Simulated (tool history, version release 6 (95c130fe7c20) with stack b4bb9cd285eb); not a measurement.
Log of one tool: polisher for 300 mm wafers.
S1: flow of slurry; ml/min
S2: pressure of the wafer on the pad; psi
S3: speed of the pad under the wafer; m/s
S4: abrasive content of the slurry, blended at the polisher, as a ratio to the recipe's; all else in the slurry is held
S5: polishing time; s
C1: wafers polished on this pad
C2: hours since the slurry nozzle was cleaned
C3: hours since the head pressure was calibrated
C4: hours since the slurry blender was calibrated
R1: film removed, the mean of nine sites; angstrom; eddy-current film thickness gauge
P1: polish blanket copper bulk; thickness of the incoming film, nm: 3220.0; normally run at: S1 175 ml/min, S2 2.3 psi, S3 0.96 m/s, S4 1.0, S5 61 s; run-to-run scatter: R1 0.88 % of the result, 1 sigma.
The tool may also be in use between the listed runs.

run   hour   S1   S2    S3   S4  S5    C1     C2     C3     C4      R1
  1    3.5  175  2.3  0.96  1.0  61   287  353.1  367.8  148.6  3723.3
  2    7.9  175  3.6  0.96  1.0  61   332  357.5  372.2  153.0  5835.4
  3   13.2  175  2.3  0.96  1.0  61   385  362.8  377.5  158.3  3710.2
  4   17.6  175  2.3  0.96  1.0  61   429  367.2  381.9  162.7  3624.5
  5   22.7  175  2.3  0.96  0.6  61   481  372.3  387.0  167.8  3335.4
  6   25.6  175  2.3  1.24  1.0  61   510  375.2  389.9  170.7  4703.6
  7   28.8  175  1.6  0.58  1.0  61   542  378.4  393.1  173.9  1543.4
  8   31.8  175  2.3  0.96  1.0  61   572  381.4  396.1  176.9  3661.7
  9   36.8  175  2.3  0.96  1.0  32   623  386.4  401.1  181.9  1947.8
 10   41.1  175  2.3  0.96  1.0  61   666  390.7  405.4  186.2  3700.9
 11   44.7  175  2.3  0.96  1.5  61   702  394.3  409.0  189.8  3964.6
 12   48.9  175  2.3  0.44  1.0  61   745  398.5  413.2  194.0  1669.4
 13   52.4  105  2.3  0.96  1.0  61   780  402.0  416.7  197.5  3311.9
 14   56.4  235  2.3  0.96  1.0  61   820  406.0  420.7  201.5  3730.8
 15   59.9  175  1.0  0.96  1.0  61   855  409.5  424.2  205.0  1609.6
 16   64.2  175  2.3  0.96  1.0  96   899  413.8  428.5  209.3  5795.7
 17   67.1  175  2.3  0.96  1.0  61   928  416.7  431.4  212.2  3647.4
 18   69.7  175  2.3  0.96  1.0  61   954  419.3  434.0  214.8  3574.5
 19   73.1  175  2.3  0.96  1.0  61   988  422.7  437.4  218.2  3481.6
 20   77.7  175  2.3  0.96  1.0  61  1035  427.3  442.0  222.8  3484.0
 21   82.5  175  2.3  0.96  1.0  61  1083  432.1  446.8  227.6  3418.9
 22   87.2  175  2.3  0.96  1.0  61  1130  436.8  451.5  232.3  3384.1
      87.6  -- worn pad replaced by a new one
 23   90.0  175  2.3  0.96  1.0  61    24  439.6  454.3  235.1  3379.7
      94.0  -- slurry blender recalibrated
 24   94.3  175  2.3  0.96  1.0  61    68  443.9  458.6    0.4  3361.6
 25   97.3  175  2.3  0.96  1.0  61    98  446.9  461.6    3.4  3370.5
 26  101.8  175  2.3  0.96  1.0  61   143  451.4  466.1    7.9  3387.1

The next listed run, before its measurement:
 27  104.6  175  2.3  0.96  1.0  61  171  454.2  468.9  10.7   ?

R1: 3374.7 angstrom
